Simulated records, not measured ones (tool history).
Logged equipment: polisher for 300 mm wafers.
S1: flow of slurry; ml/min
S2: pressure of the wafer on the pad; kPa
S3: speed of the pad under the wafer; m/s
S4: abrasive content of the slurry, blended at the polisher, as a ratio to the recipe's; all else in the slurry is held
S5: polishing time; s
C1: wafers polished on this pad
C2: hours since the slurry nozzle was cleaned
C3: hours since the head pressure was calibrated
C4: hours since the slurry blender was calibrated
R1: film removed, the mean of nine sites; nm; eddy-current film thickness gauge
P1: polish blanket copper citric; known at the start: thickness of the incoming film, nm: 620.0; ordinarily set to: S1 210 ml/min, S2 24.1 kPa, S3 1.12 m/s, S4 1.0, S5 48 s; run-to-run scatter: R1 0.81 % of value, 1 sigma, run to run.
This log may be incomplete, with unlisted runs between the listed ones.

run,hour,S1,S2,S3,S4,S5,C1,C2,C3,C4,R1
1,16.8,210,24.1,1.12,1.0,48,407,299.1,521.4,175.9,126.850
2,30.2,210,13.1,1.12,1.0,48,540,312.5,534.8,189.3,69.932
3,41.7,210,31.7,1.12,1.0,48,654,324.0,546.3,200.8,165.890
4,54.4,210,24.1,1.12,1.5,48,781,336.7,559.0,213.5,137.320
5,65.1,210,24.1,1.12,1.0,48,887,347.4,569.7,224.2,124.040
6,80.8,210,24.1,1.12,1.0,72,1044,363.1,585.4,239.9,192.980
7,97.2,210,24.1,1.12,1.0,48,1207,379.5,601.8,256.3,126.930
8,114.7,210,24.1,1.12,1.0,48,1381,397.0,619.3,273.8,126.860
9,129.4,210,24.1,1.12,0.7,48,1527,411.7,634.0,288.5,116.520
10,147.6,125,24.1,1.12,1.0,48,1709,429.9,652.2,306.7,115.600
11,163.2,210,24.1,1.12,1.0,22,1864,445.5,667.8,322.3,57.465
12,180.7,210,24.1,0.60,1.0,48,2038,463.0,685.3,339.8,68.325
13,199.4,210,11.0,1.12,1.0,71,2224,481.7,704.0,358.5,86.950
14,208.6,210,24.1,1.12,1.0,48,2316,490.9,713.2,367.7,126.970
15,219.9,270,24.1,1.12,1.0,48,2428,502.2,724.5,379.0,129.090
16,239.1,210,14.5,1.40,1.0,48,2620,521.4,743.7,398.2,94.536
17,248.8,210,24.1,1.12,1.0,48,2716,531.1,753.4,407.9,126.600
18,264.5,210,24.1,1.74,1.0,48,2872,546.8,769.1,423.6,195.430
19,283.3,210,24.1,1.12,1.0,48,3060,565.6,787.9,442.4,126.090
20,299.3,210,24.1,1.12,1.0,48,3219,581.6,803.9,458.4,121.990
21,317.1,210,24.1,1.12,1.0,48,3396,599.4,821.7,476.2,119.210
22,333.7,210,24.1,1.12,1.0,48,3561,616.0,838.3,492.8,119.290
23,349.5,210,24.1,1.12,1.0,48,3719,631.8,854.1,508.6,118.180
# hour 356.8: head pressure recalibrated
# hour 357.9: slurry blender recalibrated
24,368.0,210,24.1,1.12,1.0,48,3903,650.3,11.3,10.1,117.860

For run 25, what comes out?
25,385.0,210,24.1,1.12,1.0,48,4072,667.3,28.3,27.1,?

R1: 117.030 nm
